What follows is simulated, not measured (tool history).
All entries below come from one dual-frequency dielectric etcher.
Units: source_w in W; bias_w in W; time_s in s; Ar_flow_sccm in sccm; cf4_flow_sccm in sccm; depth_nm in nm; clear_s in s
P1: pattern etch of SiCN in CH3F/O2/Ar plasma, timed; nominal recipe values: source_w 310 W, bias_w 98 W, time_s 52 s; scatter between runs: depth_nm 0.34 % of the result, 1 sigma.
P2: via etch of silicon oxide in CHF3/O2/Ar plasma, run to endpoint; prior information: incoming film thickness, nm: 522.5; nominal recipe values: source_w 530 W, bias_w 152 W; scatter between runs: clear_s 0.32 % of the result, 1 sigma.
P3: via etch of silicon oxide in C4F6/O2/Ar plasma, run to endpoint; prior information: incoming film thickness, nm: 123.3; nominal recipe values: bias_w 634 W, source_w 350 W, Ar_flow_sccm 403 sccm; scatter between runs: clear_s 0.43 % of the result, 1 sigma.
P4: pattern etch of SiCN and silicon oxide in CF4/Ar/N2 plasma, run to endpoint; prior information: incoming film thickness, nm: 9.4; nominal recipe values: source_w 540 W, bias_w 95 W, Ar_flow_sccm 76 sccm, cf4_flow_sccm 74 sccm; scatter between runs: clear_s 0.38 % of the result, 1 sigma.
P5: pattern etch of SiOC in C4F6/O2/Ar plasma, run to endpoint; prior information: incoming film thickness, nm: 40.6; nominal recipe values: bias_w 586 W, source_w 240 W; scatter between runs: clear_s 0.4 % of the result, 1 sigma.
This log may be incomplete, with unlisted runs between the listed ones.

| run | hour | process | source_w | bias_w | time_s | Ar_flow_sccm | cf4_flow_sccm | hours since the last wet clean | hours since the last source power generator calibration | hours since the last bias power generator calibration | depth_nm | clear_s |
|---|---|---|---|---|---|---|---|---|---|---|---|---|
| 1 | 5.9 | P1 | 310 | 98 | 52 |  |  | 280.9 | 2179.4 | 3058.2 | 19.176 |  |
| 2 | 11.8 | P5 | 310 | 586 |  |  |  | 286.8 | 2185.3 | 3064.1 |  | 14.1050 |
| 3 | 20.6 | P1 | 430 | 98 | 52 |  |  | 295.6 | 2194.1 | 3072.9 | 21.576 |  |
| 4 | 26.0 | P1 | 310 | 135 | 52 |  |  | 301.0 | 2199.5 | 3078.3 | 21.649 |  |
| 5 | 32.0 | P1 | 410 | 98 | 77 |  |  | 307.0 | 2205.5 | 3084.3 | 31.416 |  |
| 6 | 39.1 | P3 | 450 | 634 |  | 403 |  | 314.1 | 2212.6 | 3091.4 |  | 24.6440 |
| 7 | 44.6 | P4 | 540 | 95 |  | 55 | 74 | 319.6 | 2218.1 | 3096.9 |  | 7.5348 |
| 8 | 50.4 | P1 | 310 | 98 | 52 |  |  | 325.4 | 2223.9 | 3102.7 | 19.160 |  |
| 9 | 56.6 | P5 | 240 | 586 |  |  |  | 331.6 | 2230.1 | 3108.9 |  | 15.3810 |
| 10 | 65.2 | P1 | 430 | 116 | 52 |  |  | 340.2 | 2238.7 | 3117.5 | 23.010 |  |
| 11 | 70.5 | P4 | 540 | 95 |  | 76 | 74 | 345.5 | 2244.0 | 3122.8 |  | 7.8218 |
| 12 | 81.5 | P4 | 770 | 95 |  | 76 | 74 | 356.5 | 2255.0 | 3133.8 |  | 5.7033 |
| 13 | 88.8 | P1 | 310 | 98 | 52 |  |  | 363.8 | 2262.3 | 3141.1 | 19.169 |  |
|  | 94.3 | bias power generator calibrated |
| 14 | 99.4 | P2 | 530 | 122 |  |  |  | 374.4 | 2272.9 | 5.1 |  | 307.8600 |
| 15 | 108.3 | P4 | 540 | 95 |  | 76 | 99 | 383.3 | 2281.8 | 14.0 |  | 7.4984 |
| 16 | 115.2 | P1 | 310 | 74 | 52 |  |  | 390.2 | 2288.7 | 20.9 | 17.277 |  |
| 17 | 124.2 | P2 | 630 | 152 |  |  |  | 399.2 | 2297.7 | 29.9 |  | 268.3900 |
| 18 | 134.7 | P4 | 540 | 95 |  | 76 | 74 | 409.7 | 2308.2 | 40.4 |  | 7.8332 |
| 19 | 139.7 | P2 | 530 | 152 |  |  |  | 414.7 | 2313.2 | 45.4 |  | 286.6400 |
| 20 | 145.6 | P4 | 540 | 134 |  | 76 | 74 | 420.6 | 2319.1 | 51.3 |  | 6.9807 |
| 21 | 152.9 | P1 | 310 | 98 | 52 |  |  | 427.9 | 2326.4 | 58.6 | 19.107 |  |
| 22 | 162.9 | P5 | 240 | 771 |  |  |  | 437.9 | 2336.4 | 68.6 |  | 13.8910 |
| 23 | 172.5 | P3 | 350 | 634 |  | 493 |  | 447.5 | 2346.0 | 78.2 |  | 27.5850 |
| 24 | 180.5 | P1 | 240 | 98 | 52 |  |  | 455.5 | 2354.0 | 86.2 | 17.508 |  |
| 25 | 187.0 | P2 | 530 | 152 |  |  |  | 462.0 | 2360.5 | 92.7 |  | 287.0300 |
| 26 | 194.6 | P1 | 310 | 98 | 74 |  |  | 469.6 | 2368.1 | 100.3 | 27.215 |  |
| 27 | 202.8 | P1 | 310 | 98 | 36 |  |  | 477.8 | 2376.3 | 108.5 | 13.242 |  |
| 28 | 212.4 | P5 | 240 | 586 |  |  |  | 487.4 | 2385.9 | 118.1 |  | 15.5690 |
| 29 | 221.5 | P3 | 350 | 634 |  | 403 |  | 496.5 | 2395.0 | 127.2 |  | 27.0880 |
| 30 | 231.4 | P3 | 350 | 791 |  | 403 |  | 506.4 | 2404.9 | 137.1 |  | 24.8800 |
| 31 | 242.4 | P1 | 310 | 98 | 52 |  |  | 517.4 | 2415.9 | 148.1 | 19.065 |  |
| 32 | 253.5 | P1 | 310 | 98 | 52 |  |  | 528.5 | 2427.0 | 159.2 | 18.909 |  |
| 33 | 264.6 | P1 | 310 | 98 | 52 |  |  | 539.6 | 2438.1 | 170.3 | 18.806 |  |
|  | 270.1 | wet clean of the chamber |
| 34 | 270.7 | P1 | 310 | 98 | 52 |  |  | 0.6 | 2444.2 | 176.4 | 18.932 |  |
| 35 | 276.9 | P1 | 310 | 98 | 52 |  |  | 6.8 | 2450.4 | 182.6 | 18.917 |  |
| 36 | 286.3 | P1 | 310 | 98 | 52 |  |  | 16.2 | 2459.8 | 192.0 | 18.850 |  |
| 37 | 291.7 | P1 | 310 | 98 | 52 |  |  | 21.6 | 2465.2 | 197.4 | 18.917 |  |

What P1 gives has crept off from where it sat before. The 2 causes that follow fit the log equally well, each at the size noted:
A: bias power that arrives under what is set, % = 4.37
B: source power that arrives under what is set, % = 4.52
Creep in the process output first set in at about hour 242.4.
Ruled out, with reasons:
chamber walls in a state that lowers the etch rate, %: serviced at hour 270.1, which brought nothing back

Each of the check runs listed below is run on 2 wafers and reports their average, with the results left as question marks. Pick the one under which the possible causes would lead to clearly different results.
| check 1 | 297.1 | P3 | 350 | 634 |  | 403 |  |  |  |  |  | ? |
| check 2 | 297.1 | P5 | 240 | 586 |  |  |  |  |  |  |  | ? |
| check 3 | 297.1 | P2 | 530 | 152 |  |  |  |  |  |  |  | ? |
| check 4 | 297.1 | P4 | 540 | 95 |  | 76 | 74 |  |  |  |  | ? |

What each check would give under each cause:
| check | result | if A | if B |
|---|---|---|---|
| check 1 | clear_s | 27.5120 | 27.5000 |
| check 2 | clear_s | 15.7270 | 15.7170 |
| check 3 | clear_s | 291.2900 | 292.2400 |
| check 4 | clear_s | 7.9308 | 8.1382 |
Smallest distance between any two causes, each pair judged by its most separating result, in per cent: check 1 0.05 %; check 2 0.06 %; check 3 0.32 %; check 4 2.58 %
Check 4 is the one run that separates the causes; every other check would come out nearly the same whichever cause is at work.

Check 4 has now been run. It gave: clear_s 8.1630 s. Which of the candidate causes is it?

It was cause B: source power that arrives under what is set, %.
